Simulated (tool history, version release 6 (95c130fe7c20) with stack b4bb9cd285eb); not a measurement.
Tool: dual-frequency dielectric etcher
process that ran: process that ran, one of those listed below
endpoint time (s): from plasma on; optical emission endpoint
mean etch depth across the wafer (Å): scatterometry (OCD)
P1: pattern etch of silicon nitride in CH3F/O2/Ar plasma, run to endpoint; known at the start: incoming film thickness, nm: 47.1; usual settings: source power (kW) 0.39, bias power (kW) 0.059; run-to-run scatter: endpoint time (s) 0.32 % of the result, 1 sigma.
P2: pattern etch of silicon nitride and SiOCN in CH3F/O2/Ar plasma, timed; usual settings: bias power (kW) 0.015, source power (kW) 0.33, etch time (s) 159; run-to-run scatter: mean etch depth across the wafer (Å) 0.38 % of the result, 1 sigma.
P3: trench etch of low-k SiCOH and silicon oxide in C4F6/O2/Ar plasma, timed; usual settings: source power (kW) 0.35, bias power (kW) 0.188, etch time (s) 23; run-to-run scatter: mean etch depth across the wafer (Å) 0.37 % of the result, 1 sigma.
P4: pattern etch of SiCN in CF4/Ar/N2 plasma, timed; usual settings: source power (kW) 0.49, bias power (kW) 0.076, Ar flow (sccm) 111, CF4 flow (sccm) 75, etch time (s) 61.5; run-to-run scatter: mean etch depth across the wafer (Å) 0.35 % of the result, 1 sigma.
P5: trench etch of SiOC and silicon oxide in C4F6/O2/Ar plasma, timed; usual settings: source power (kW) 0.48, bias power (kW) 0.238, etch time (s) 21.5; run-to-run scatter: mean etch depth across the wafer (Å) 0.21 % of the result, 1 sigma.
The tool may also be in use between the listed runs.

run   hour  process that ran  source power (kW)  bias power (kW)  Ar flow (sccm)  CF4 flow (sccm)  etch time (s)  hours since the last wet clean  hours since the last source power generator calibration  hours since the last bias power generator calibration  endpoint time (s)  mean etch depth across the wafer (Å)
  1      8                P1               0.39            0.059                                                                           106.5                                                    326.5                                                  849.6              75.88
  2   18.9                P1               0.32            0.037                                                                           117.4                                                    337.4                                                  860.5             95.299
  3   32.8                P4               0.49            0.076             111               75           80.5                           131.3                                                    351.3                                                  874.4                                                   754.63
  4   46.1                P1               0.29            0.059                                                                           144.6                                                    364.6                                                  887.7             85.775
  5   52.8                P2               0.33            0.009                                             159                           151.3                                                    371.3                                                  894.4                                                   141.74
  6   61.1                P4               0.49            0.054             111               75           61.5                           159.6                                                    379.6                                                  902.7                                                   515.05
      68.4  -- bias power generator calibrated
  7   68.8                P1               0.39            0.059                                                                           167.3                                                    387.3                                                    0.5             76.716
  8   76.1                P2               0.33            0.015                                             200                           174.6                                                    394.6                                                    7.8                                                   214.87
  9   87.6                P2               0.33            0.015                                             159                           186.1                                                    406.1                                                   19.3                                                   172.21
 10  100.7                P5               0.48            0.238                                            26.5                           199.2                                                    419.2                                                   32.4                                                   615.64
 11  110.7                P5               0.48            0.238                                            21.5                           209.2                                                    429.2                                                   42.4                                                   499.65
 12  118.7                P1               0.39            0.059                                                                           217.2                                                    437.2                                                   50.4             76.619
 13  131.7                P3               0.35            0.188                                              16                           230.2                                                    450.2                                                   63.4                                                    484.3
 14  144.4                P4               0.49            0.076             111               75           61.5                           242.9                                                    462.9                                                   76.1                                                   577.97
 15  158.6                P1               0.39            0.046                                                                           257.1                                                    477.1                                                   90.3             82.602
 16  169.6                P3               0.35            0.188                                              23                           268.1                                                    488.1                                                  101.3                                                   700.12
 17    180                P3                0.2            0.188                                              23                           278.5                                                    498.5                                                  111.7                                                   559.45
 18  191.6                P2               0.46            0.015                                             159                           290.1                                                    510.1                                                  123.3                                                    192.9
 19  205.5                P4               0.49            0.076             111               90           61.5                             304                                                      524                                                  137.2                                                   591.66
 20    214                P1               0.39            0.059                                                                           312.5                                                    532.5                                                  145.7             76.252
 21  223.6                P4               0.49            0.076              65               75           61.5                           322.1                                                    542.1                                                  155.3                                                   621.51
 22  231.6                P1               0.53            0.059                                                                           330.1                                                    550.1                                                  163.3             67.781
 23  242.2                P5               0.32            0.238                                            21.5                           340.7                                                    560.7                                                  173.9                                                   427.19
 24  254.8                P3               0.35            0.227                                              23                           353.3                                                    573.3                                                  186.5                                                   737.11
 25  268.7                P5               0.48            0.153                                            21.5                           367.2                                                    587.2                                                  200.4                                                   434.99
     270.8  -- wet clean of the chamber
 26  283.7                P4               0.62            0.076             111               75           61.5                              13                                                    602.2                                                  215.4                                                    711.4
 27  292.7                P1               0.39            0.083                                                                              22                                                    611.2                                                  224.4             67.948
 28  303.8                P1               0.39            0.059                                                                            33.1                                                    622.3                                                  235.5             76.309
 29  318.3                P1               0.39            0.059                                                                            47.6                                                    636.8                                                    250             76.732
 30  326.1                P1               0.39            0.059                                                                            55.4                                                    644.6                                                  257.8             77.602
 31  334.8                P1               0.39            0.059                                                                            64.1                                                    653.3                                                  266.5             77.839
 32  347.1                P1               0.39            0.059                                                                            76.4                                                    665.6                                                  278.8             77.583
 33  360.8                P1               0.39            0.059                                                                            90.1                                                    679.3                                                  292.5             77.831
 34  372.2                P1               0.39            0.059                                                                           101.5                                                    690.7                                                  303.9             78.015
 35  381.1                P1               0.39            0.059                                                                           110.4                                                    699.6                                                  312.8             77.856
     384.8  -- wet clean of the chamber
 36  390.6                P1               0.39            0.059                                                                             5.8                                                    709.1                                                  322.3             77.716
 37  402.8                P1               0.39            0.059                                                                              18                                                    721.3                                                  334.5             77.625
 38  412.4                P1               0.39            0.059                                                                            27.6                                                    730.9                                                  344.1             77.481

What P1 gives has crept away from where it was. These 2 causes fit the log equally well, each at the size given:
A: source power that arrives under what is set, % = 4.23
B: bias power that arrives under what is set, % = 4.97
The creep began at about hour 303.8.
Why every other cause is out:
chamber walls in a state that lowers the etch rate, %: serviced at hour 384.8, which brought nothing back

4 check runs are offered, each on 2 wafers whose results are averaged, their results left as question marks. Which one tells the causes apart?
check 1   422                P2               0.41            0.015                                             159                                                                                                                                                                                                        ?
check 2   422                P3               0.23            0.188                                            16.5                                                                                                                                                                                                        ?
check 3   422                P5               0.32            0.238                                              25                                                                                                                                                                                                        ?
check 4   422                P4               0.49            0.076              78               75           61.5                                                                                                                                                                                                        ?

What each check would give under each cause:
  check                                result    if A    if B
check 1  mean etch depth across the wafer (Å)  182.02  181.13
check 2  mean etch depth across the wafer (Å)  418.53  418.43
check 3  mean etch depth across the wafer (Å)  488.73  488.35
check 4  mean etch depth across the wafer (Å)  585.06  597.64
How far apart the two closest causes lie, in the result that separates them most: check 1 0.49 %; check 2 0.02 %; check 3 0.08 %; check 4 2.13 %
Check 4 tells the causes apart: in the others they would give nearly the same result.

Then check 4 was run and gave: mean etch depth across the wafer (Å) 596.85. Which cause is it?

It is B: bias power that arrives under what is set, %.

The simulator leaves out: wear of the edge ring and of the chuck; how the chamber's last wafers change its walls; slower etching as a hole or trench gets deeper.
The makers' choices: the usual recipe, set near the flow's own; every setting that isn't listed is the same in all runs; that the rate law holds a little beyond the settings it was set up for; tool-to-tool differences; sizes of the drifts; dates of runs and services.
